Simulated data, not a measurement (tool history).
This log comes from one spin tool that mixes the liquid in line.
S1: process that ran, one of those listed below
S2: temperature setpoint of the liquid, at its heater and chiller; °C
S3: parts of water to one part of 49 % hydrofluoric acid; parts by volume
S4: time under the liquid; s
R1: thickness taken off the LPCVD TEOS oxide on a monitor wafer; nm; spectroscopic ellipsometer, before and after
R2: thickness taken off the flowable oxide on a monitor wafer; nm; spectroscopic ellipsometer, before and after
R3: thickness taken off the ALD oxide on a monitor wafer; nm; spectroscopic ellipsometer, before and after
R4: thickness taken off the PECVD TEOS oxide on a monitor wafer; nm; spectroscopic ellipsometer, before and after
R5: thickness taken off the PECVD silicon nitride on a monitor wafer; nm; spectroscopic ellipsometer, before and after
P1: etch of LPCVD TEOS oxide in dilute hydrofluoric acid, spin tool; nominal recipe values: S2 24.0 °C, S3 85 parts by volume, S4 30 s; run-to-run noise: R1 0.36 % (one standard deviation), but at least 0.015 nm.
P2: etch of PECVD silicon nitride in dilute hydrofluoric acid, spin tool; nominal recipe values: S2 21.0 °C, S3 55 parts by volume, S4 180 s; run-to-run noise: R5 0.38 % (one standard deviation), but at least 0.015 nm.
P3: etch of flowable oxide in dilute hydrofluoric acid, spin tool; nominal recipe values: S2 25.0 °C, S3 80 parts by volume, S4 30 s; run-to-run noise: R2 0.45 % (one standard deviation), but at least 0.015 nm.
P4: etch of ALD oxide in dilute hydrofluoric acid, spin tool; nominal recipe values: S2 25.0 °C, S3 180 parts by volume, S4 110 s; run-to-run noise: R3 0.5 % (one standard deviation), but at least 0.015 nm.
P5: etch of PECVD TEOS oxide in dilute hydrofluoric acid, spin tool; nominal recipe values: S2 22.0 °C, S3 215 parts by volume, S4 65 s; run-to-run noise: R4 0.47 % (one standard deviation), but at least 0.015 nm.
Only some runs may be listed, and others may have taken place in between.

Run 1, hour 6.7: S1 P1, S2 24.0 °C, S3 85 parts by volume, S4 30 s. Result: R1 20.249 nm.
Run 2, hour 10.9: S1 P3, S2 25.0 °C, S3 80 parts by volume, S4 30 s. Result: R2 25.358 nm.
Run 3, hour 18.1: S1 P3, S2 20.5 °C, S3 80 parts by volume, S4 30 s. Result: R2 21.247 nm.
Run 4, hour 22.3: S1 P1, S2 24.0 °C, S3 35 parts by volume, S4 15 s. Result: R1 26.473 nm.
Run 5, hour 28.9: S1 P4, S2 25.0 °C, S3 180 parts by volume, S4 215 s. Result: R3 15.8300 nm.
Run 6, hour 34.7: S1 P1, S2 17.5 °C, S3 85 parts by volume, S4 30 s. Result: R1 15.658 nm.
Run 7, hour 41.1: S1 P4, S2 33.5 °C, S3 180 parts by volume, S4 110 s. Result: R3 11.0140 nm.
Run 8, hour 48.4: S1 P1, S2 24.0 °C, S3 85 parts by volume, S4 30 s. Result: R1 20.302 nm.
Run 9, hour 57.0: S1 P1, S2 24.0 °C, S3 85 parts by volume, S4 30 s. Result: R1 20.248 nm.
Run 10, hour 63.1: S1 P3, S2 25.0 °C, S3 80 parts by volume, S4 30 s. Result: R2 25.412 nm.
Run 11, hour 70.2: S1 P5, S2 22.0 °C, S3 35 parts by volume, S4 65 s. Result: R4 38.2600 nm.
Run 12, hour 74.9: S1 P2, S2 21.0 °C, S3 55 parts by volume, S4 20 s. Result: R5 1.6657 nm.
Run 13, hour 80.6: S1 P2, S2 21.0 °C, S3 55 parts by volume, S4 180 s. Result: R5 14.8570 nm.
Run 14, hour 87.1: S1 P2, S2 21.0 °C, S3 55 parts by volume, S4 180 s. Result: R5 14.9300 nm.
Run 15, hour 92.5: S1 P5, S2 22.0 °C, S3 215 parts by volume, S4 105 s. Result: R4 8.2282 nm.
Run 16, hour 100.9: S1 P2, S2 28.5 °C, S3 55 parts by volume, S4 180 s. Result: R5 24.7120 nm.
Run 17, hour 105.6: S1 P3, S2 25.0 °C, S3 80 parts by volume, S4 60 s. Result: R2 50.431 nm.
Run 18, hour 112.1: S1 P1, S2 24.0 °C, S3 50 parts by volume, S4 30 s. Result: R1 36.340 nm.
Run 19, hour 120.1: S1 P5, S2 22.0 °C, S3 215 parts by volume, S4 65 s. Result: R4 5.0660 nm.
Run 20, hour 128.1: S1 P1, S2 24.0 °C, S3 85 parts by volume, S4 30 s. Result: R1 20.285 nm.
Run 21, hour 135.6: S1 P1, S2 18.5 °C, S3 85 parts by volume, S4 60 s. Result: R1 32.425 nm.
Run 22, hour 139.8: S1 P5, S2 17.0 °C, S3 215 parts by volume, S4 65 s. Result: R4 4.1765 nm.
Run 23, hour 145.8: S1 P4, S2 25.0 °C, S3 180 parts by volume, S4 110 s. Result: R3 8.1793 nm.
Run 24, hour 152.8: S1 P3, S2 25.0 °C, S3 20 parts by volume, S4 30 s. Result: R2 110.270 nm.
Run 25, hour 157.5: S1 P2, S2 21.0 °C, S3 95 parts by volume, S4 180 s. Result: R5 8.6944 nm.
Run 26, hour 161.5: S1 P5, S2 22.0 °C, S3 215 parts by volume, S4 65 s. Result: R4 5.0972 nm.
Run 27, hour 169.6: S1 P1, S2 31.0 °C, S3 85 parts by volume, S4 30 s. Result: R1 26.547 nm.
Run 28, hour 174.1: S1 P1, S2 24.0 °C, S3 125 parts by volume, S4 30 s. Result: R1 13.202 nm.
Run 29, hour 178.6: S1 P1, S2 24.0 °C, S3 85 parts by volume, S4 55 s. Result: R1 37.393 nm.
Run 30, hour 186.1: S1 P1, S2 24.0 °C, S3 85 parts by volume, S4 30 s. Result: R1 20.329 nm.
Run 31, hour 190.1: S1 P1, S2 24.0 °C, S3 85 parts by volume, S4 15 s. Result: R1 10.231 nm.
Run 32, hour 195.3: S1 P1, S2 17.0 °C, S3 55 parts by volume, S4 30 s. Result: R1 24.335 nm.
Run 33, hour 202.0: S1 P4, S2 25.0 °C, S3 95 parts by volume, S4 110 s. Result: R3 17.1050 nm.
Run 34, hour 210.2: S1 P1, S2 24.0 °C, S3 85 parts by volume, S4 30 s. Result: R1 20.281 nm.
Run 35, hour 217.1: S1 P1, S2 24.0 °C, S3 85 parts by volume, S4 30 s. Result: R1 19.979 nm.
Run 36, hour 225.0: S1 P1, S2 24.0 °C, S3 85 parts by volume, S4 30 s. Result: R1 19.494 nm.
Run 37, hour 229.3: S1 P1, S2 24.0 °C, S3 85 parts by volume, S4 30 s. Result: R1 19.468 nm.
Run 38, hour 236.5: S1 P1, S2 24.0 °C, S3 85 parts by volume, S4 30 s. Result: R1 19.469 nm.
Run 39, hour 243.1: S1 P1, S2 24.0 °C, S3 85 parts by volume, S4 30 s. Result: R1 19.164 nm.
Run 40, hour 250.7: S1 P1, S2 24.0 °C, S3 85 parts by volume, S4 30 s. Result: R1 19.174 nm.
Run 41, hour 256.4: S1 P1, S2 24.0 °C, S3 85 parts by volume, S4 30 s. Result: R1 19.142 nm.
Run 42, hour 262.0: S1 P1, S2 24.0 °C, S3 85 parts by volume, S4 30 s. Result: R1 19.239 nm.

P1 has crept away from where it was. The log is fitted equally well by each of these 2 causes, at the sizes shown:
A: hydrofluoric acid flow below the setpoint (%) = 5.08
B: liquid colder than its thermometer reads (K) = 1.44
Onset of the creep was near hour 210.2.

Which of the 4 check runs listed below separates the causes, so that each cause would produce a clearly different result? Each run uses one wafer, and its results are marked with question marks.
Run check 1, hour 267.6: S1 P5, S2 17.0 °C, S3 215 parts by volume, S4 65 s. Result: R4 ?.
Run check 2, hour 267.6: S1 P3, S2 25.0 °C, S3 50 parts by volume, S4 30 s. Result: R2 ?.
Run check 3, hour 267.6: S1 P4, S2 32.0 °C, S3 100 parts by volume, S4 110 s. Result: R3 ?.
Run check 4, hour 267.6: S1 P2, S2 27.5 °C, S3 55 parts by volume, S4 45 s. Result: R5 ?.

If the cause were each of the candidates in turn, the checks would give the following:
  check  result     if A     if B
check 1      R4   3.9445   3.9644
check 2      R2   39.992   39.861
check 3      R3  19.8660  19.9990
check 4      R5   5.4751   5.2422
Gap, in per cent, between the two causes that each check separates least, read from the result that separates them most: check 1 0.5 %; check 2 0.33 %; check 3 0.67 %; check 4 4.35 %
Only in check 4 would the causes give clearly different results; in the remaining checks their results would be nearly the same.

Check 4 was then run and gave: R5 5.4854 nm. Which cause is it?

The correct cause is A, namely: hydrofluoric acid flow below the setpoint (%).

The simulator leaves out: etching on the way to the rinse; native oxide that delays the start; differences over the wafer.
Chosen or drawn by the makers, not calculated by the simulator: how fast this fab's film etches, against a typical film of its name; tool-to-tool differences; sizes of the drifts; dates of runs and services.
